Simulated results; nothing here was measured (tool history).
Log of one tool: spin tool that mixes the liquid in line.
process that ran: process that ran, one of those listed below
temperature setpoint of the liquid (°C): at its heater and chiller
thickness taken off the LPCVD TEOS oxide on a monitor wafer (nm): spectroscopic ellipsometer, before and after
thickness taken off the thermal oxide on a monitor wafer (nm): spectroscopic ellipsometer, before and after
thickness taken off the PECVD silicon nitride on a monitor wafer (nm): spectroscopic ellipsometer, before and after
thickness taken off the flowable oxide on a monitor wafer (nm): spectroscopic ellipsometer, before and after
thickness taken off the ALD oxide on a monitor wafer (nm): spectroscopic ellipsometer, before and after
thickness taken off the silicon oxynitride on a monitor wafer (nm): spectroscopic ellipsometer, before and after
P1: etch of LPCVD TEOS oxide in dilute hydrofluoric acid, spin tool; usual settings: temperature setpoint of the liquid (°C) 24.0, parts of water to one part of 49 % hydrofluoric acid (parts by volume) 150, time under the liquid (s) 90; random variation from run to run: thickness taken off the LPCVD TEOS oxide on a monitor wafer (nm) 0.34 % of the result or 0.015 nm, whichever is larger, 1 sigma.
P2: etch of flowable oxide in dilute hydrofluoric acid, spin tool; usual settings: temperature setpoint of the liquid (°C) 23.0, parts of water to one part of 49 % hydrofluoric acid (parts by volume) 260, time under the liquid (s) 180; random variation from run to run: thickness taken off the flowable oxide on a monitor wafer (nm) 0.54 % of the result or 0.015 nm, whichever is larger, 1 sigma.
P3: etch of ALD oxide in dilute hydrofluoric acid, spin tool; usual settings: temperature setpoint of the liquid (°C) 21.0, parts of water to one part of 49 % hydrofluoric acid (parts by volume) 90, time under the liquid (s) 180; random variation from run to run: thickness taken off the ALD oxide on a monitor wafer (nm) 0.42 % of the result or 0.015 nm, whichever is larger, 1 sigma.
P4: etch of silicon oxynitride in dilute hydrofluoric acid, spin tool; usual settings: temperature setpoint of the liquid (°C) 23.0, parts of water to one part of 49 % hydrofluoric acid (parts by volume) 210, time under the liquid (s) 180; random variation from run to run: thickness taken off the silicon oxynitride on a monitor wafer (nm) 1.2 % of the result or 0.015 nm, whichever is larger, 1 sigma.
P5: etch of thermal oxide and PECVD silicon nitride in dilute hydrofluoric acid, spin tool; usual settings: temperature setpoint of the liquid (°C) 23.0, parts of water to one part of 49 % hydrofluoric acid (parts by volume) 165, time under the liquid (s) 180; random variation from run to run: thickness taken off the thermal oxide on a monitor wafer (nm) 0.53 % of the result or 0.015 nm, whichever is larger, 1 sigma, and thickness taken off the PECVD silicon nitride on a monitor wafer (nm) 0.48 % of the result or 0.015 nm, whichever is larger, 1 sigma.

| run | day | process that ran | temperature setpoint of the liquid (°C) | parts of water to one part of 49 % hydrofluoric acid (parts by volume) | time under the liquid (s) | thickness taken off the LPCVD TEOS oxide on a monitor wafer (nm) | thickness taken off the thermal oxide on a monitor wafer (nm) | thickness taken off the PECVD silicon nitride on a monitor wafer (nm) | thickness taken off the flowable oxide on a monitor wafer (nm) | thickness taken off the ALD oxide on a monitor wafer (nm) | thickness taken off the silicon oxynitride on a monitor wafer (nm) |
|---|---|---|---|---|---|---|---|---|---|---|---|
| 1 | 0.521 | P1 | 24.0 | 150 | 90 | 11.6750 |  |  |  |  |  |
| 2 | 0.862 | P5 | 23.0 | 260 | 180 |  | 2.7589 | 2.9120 |  |  |  |
| 3 | 1.179 | P2 | 23.0 | 260 | 180 |  |  |  | 31.498 |  |  |
| 4 | 1.608 | P1 | 17.0 | 150 | 90 | 8.8649 |  |  |  |  |  |
| 5 | 2.062 | P2 | 17.0 | 260 | 180 |  |  |  | 25.067 |  |  |
| 6 | 2.317 | P3 | 21.0 | 90 | 180 |  |  |  |  | 42.854 |  |
| 7 | 2.646 | P2 | 23.0 | 260 | 180 |  |  |  | 31.169 |  |  |
| 8 | 3.054 | P3 | 21.0 | 55 | 180 |  |  |  |  | 72.447 |  |
| 9 | 3.450 | P1 | 24.0 | 150 | 90 | 11.7040 |  |  |  |  |  |
| 10 | 3.908 | P1 | 24.0 | 150 | 165 | 21.3590 |  |  |  |  |  |
| 11 | 4.267 | P1 | 24.0 | 215 | 155 | 13.1020 |  |  |  |  |  |
| 12 | 4.617 | P1 | 27.5 | 150 | 90 | 13.3310 |  |  |  |  |  |
| 13 | 4.929 | P3 | 21.0 | 90 | 180 |  |  |  |  | 42.793 |  |
| 14 | 5.308 | P3 | 27.5 | 90 | 180 |  |  |  |  | 55.461 |  |
| 15 | 5.792 | P2 | 23.0 | 480 | 180 |  |  |  | 13.834 |  |  |
| 16 | 6.042 | P4 | 18.0 | 210 | 180 |  |  |  |  |  | 1.60160 |
| 17 | 6.429 | P5 | 23.0 | 165 | 180 |  | 4.8561 | 4.6286 |  |  |  |
| 18 | 6.762 | P4 | 23.0 | 210 | 30 |  |  |  |  |  | 0.32717 |
| 19 | 7.104 | P1 | 24.0 | 150 | 90 | 11.7110 |  |  |  |  |  |
| 20 | 7.612 | P1 | 24.0 | 150 | 90 | 11.7010 |  |  |  |  |  |
| 21 | 8.050 | P4 | 23.0 | 210 | 180 |  |  |  |  |  | 2.00880 |
| 22 | 8.546 | P1 | 24.0 | 255 | 90 | 6.1529 |  |  |  |  |  |
| 23 | 9.054 | P3 | 21.0 | 90 | 360 |  |  |  |  | 85.431 |  |
| 24 | 9.371 | P2 | 23.0 | 260 | 285 |  |  |  | 49.848 |  |  |
| 25 | 9.817 | P5 | 18.0 | 165 | 180 |  | 3.9447 | 3.2726 |  |  |  |
| 26 | 10.129 | P4 | 23.0 | 210 | 180 |  |  |  |  |  | 1.98040 |
| 27 | 10.512 | P1 | 24.0 | 150 | 90 | 11.7100 |  |  |  |  |  |
| 28 | 11.012 | P5 | 23.0 | 165 | 345 |  | 9.2290 | 8.7961 |  |  |  |
| 29 | 11.388 | P4 | 23.0 | 90 | 180 |  |  |  |  |  | 5.16950 |
| 30 | 11.662 | P1 | 28.5 | 270 | 90 | 6.7065 |  |  |  |  |  |
| 31 | 11.979 | P1 | 24.0 | 40 | 90 | 50.2670 |  |  |  |  |  |
| 32 | 12.238 | P5 | 23.0 | 165 | 180 |  | 4.7725 | 4.6174 |  |  |  |
| 33 | 12.592 | P1 | 24.0 | 150 | 90 | 11.7040 |  |  |  |  |  |
| 34 | 13.133 | P1 | 24.0 | 150 | 50 | 6.5143 |  |  |  |  |  |
| 35 | 13.429 | P1 | 24.0 | 150 | 90 | 11.6610 |  |  |  |  |  |
| 36 | 13.812 | P1 | 24.0 | 150 | 90 | 12.0980 |  |  |  |  |  |
| 37 | 14.058 | P1 | 24.0 | 150 | 90 | 12.2730 |  |  |  |  |  |
| 38 | 14.429 | P1 | 24.0 | 150 | 90 | 12.4720 |  |  |  |  |  |
| 39 | 14.742 | P1 | 24.0 | 150 | 90 | 12.4760 |  |  |  |  |  |
| 40 | 15.033 | P1 | 24.0 | 150 | 90 | 12.4830 |  |  |  |  |  |
| 41 | 15.458 | P1 | 24.0 | 150 | 90 | 12.6050 |  |  |  |  |  |
| 42 | 15.804 | P1 | 24.0 | 150 | 90 | 12.6840 |  |  |  |  |  |
| 43 | 16.238 | P1 | 24.0 | 150 | 90 | 12.6640 |  |  |  |  |  |

What P1 gives has crept away from where it was. These 2 causes fit the log equally well, each at the size given:
A: liquid hotter than its thermometer reads (K) = 1.97
B: hydrofluoric acid flow above the setpoint (%) = 6.58
The creep began at about day 13.429.

4 check runs are offered, one wafer each, their results left as question marks. Which one tells the causes apart?
| check 1 | 16.671 | P5 | 23.0 | 165 | 180 |  | ? | ? |  |  |  |
| check 2 | 16.671 | P3 | 21.0 | 90 | 180 |  |  |  |  | ? |  |
| check 3 | 16.671 | P2 | 23.0 | 260 | 180 |  |  |  | ? |  |  |
| check 4 | 16.671 | P4 | 23.0 | 210 | 180 |  |  |  |  |  | ? |

What each check would give under each cause:
| check | result | if A | if B |
|---|---|---|---|
| check 1 | thickness taken off the thermal oxide on a monitor wafer (nm) | 5.1693 | 5.1716 |
| check 1 | thickness taken off the PECVD silicon nitride on a monitor wafer (nm) | 5.2010 | 4.8809 |
| check 2 | thickness taken off the ALD oxide on a monitor wafer (nm) | 46.276 | 45.826 |
| check 3 | thickness taken off the flowable oxide on a monitor wafer (nm) | 33.566 | 33.890 |
| check 4 | thickness taken off the silicon oxynitride on a monitor wafer (nm) | 2.19060 | 2.15950 |
How far apart the two closest causes lie, in the result that separates them most: check 1 6.35 %; check 2 0.98 %; check 3 0.96 %; check 4 1.43 %
Check 1 tells the causes apart: in the others they would give nearly the same result.

Check 1 was then run and gave: thickness taken off the thermal oxide on a monitor wafer (nm) 5.1848; thickness taken off the PECVD silicon nitride on a monitor wafer (nm) 4.8686. Which cause is it?

It is B: hydrofluoric acid flow above the setpoint (%).

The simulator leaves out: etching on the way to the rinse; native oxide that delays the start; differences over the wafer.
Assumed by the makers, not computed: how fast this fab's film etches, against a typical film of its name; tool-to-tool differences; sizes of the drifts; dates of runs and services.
